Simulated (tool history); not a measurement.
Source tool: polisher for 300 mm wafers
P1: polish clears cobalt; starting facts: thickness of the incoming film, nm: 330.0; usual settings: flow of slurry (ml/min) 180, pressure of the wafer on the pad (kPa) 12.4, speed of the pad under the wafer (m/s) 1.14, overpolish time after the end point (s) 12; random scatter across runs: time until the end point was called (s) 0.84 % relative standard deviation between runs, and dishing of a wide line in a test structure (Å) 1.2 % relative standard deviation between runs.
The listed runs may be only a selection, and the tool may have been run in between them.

run,hour,flow of slurry (ml/min),pressure of the wafer on the pad (kPa),speed of the pad under the wafer (m/s),overpolish time after the end point (s),wafers polished on this pad,hours since the slurry nozzle was cleaned,hours since the head pressure was calibrated,time until the end point was called (s),dishing of a wide line in a test structure (Å)
1,8.3,180,12.4,1.14,12,393,463.9,151.5,71.575,263.52
2,14.4,180,12.4,1.14,12,462,470,157.6,70.872,264.93
3,22.4,180,12.4,0.52,12,553,478,165.6,156.86,165.83
4,31.7,180,12.4,1.14,7,658,487.3,174.9,71.481,198.71
5,37.8,180,12.4,1.14,12,727,493.4,181,72.149,267.1
6,43.3,230,12.4,1.14,12,789,498.9,186.5,68.846,269.86
7,51.4,180,12.4,1.14,12,881,507,194.6,72.481,260.77
8,60.4,180,17.2,1.14,12,983,516,203.6,52.115,293.38
9,64.8,180,6.9,1.14,12,1033,520.4,208,129.86,194.93
10,69.2,110,12.4,1.14,12,1082,524.8,212.4,77.334,255.85
11,73.5,180,12.4,1.54,12,1131,529.1,216.7,53.717,286.86
12,78.8,115,12.4,1.14,4,1191,534.4,222,78.57,125.52
13,84.5,180,12.4,1.14,19,1255,540.1,227.7,71.515,313.87
14,89.3,180,12.4,0.56,4,1310,544.9,232.5,147.43,74.748
15,98.3,180,12.4,1.14,12,1412,553.9,241.5,71.654,256.11
16,106.4,180,12.4,1.14,12,1503,562,249.6,72.687,262.52
17,111.2,180,12.4,1.14,12,1557,566.8,254.4,73.815,255.73
18,119.7,180,12.4,1.14,12,1654,575.3,262.9,75.146,260.04
# hour 123.6: head pressure recalibrated
19,124,180,12.4,1.14,12,1702,579.6,0.5,76.55,257.29
20,131.9,180,12.4,1.14,12,1792,587.5,8.4,74.991,260.52
21,140.2,180,12.4,1.14,12,1886,595.8,16.7,75.827,259.32
22,148.9,180,12.4,1.14,12,1984,604.5,25.4,75.651,257.65
23,154.2,180,12.4,1.14,12,2044,609.8,30.7,74.368,252.07
24,163.5,180,12.4,1.14,12,2149,619.1,40,75.565,261.71

Expected results for the next run?
25,169.4,180,12.4,1.14,12,2216,625,45.9,?,?

{"run 25": {"time until the end point was called (s)": 77.012, "dishing of a wide line in a test structure (Å)": 257.54}}
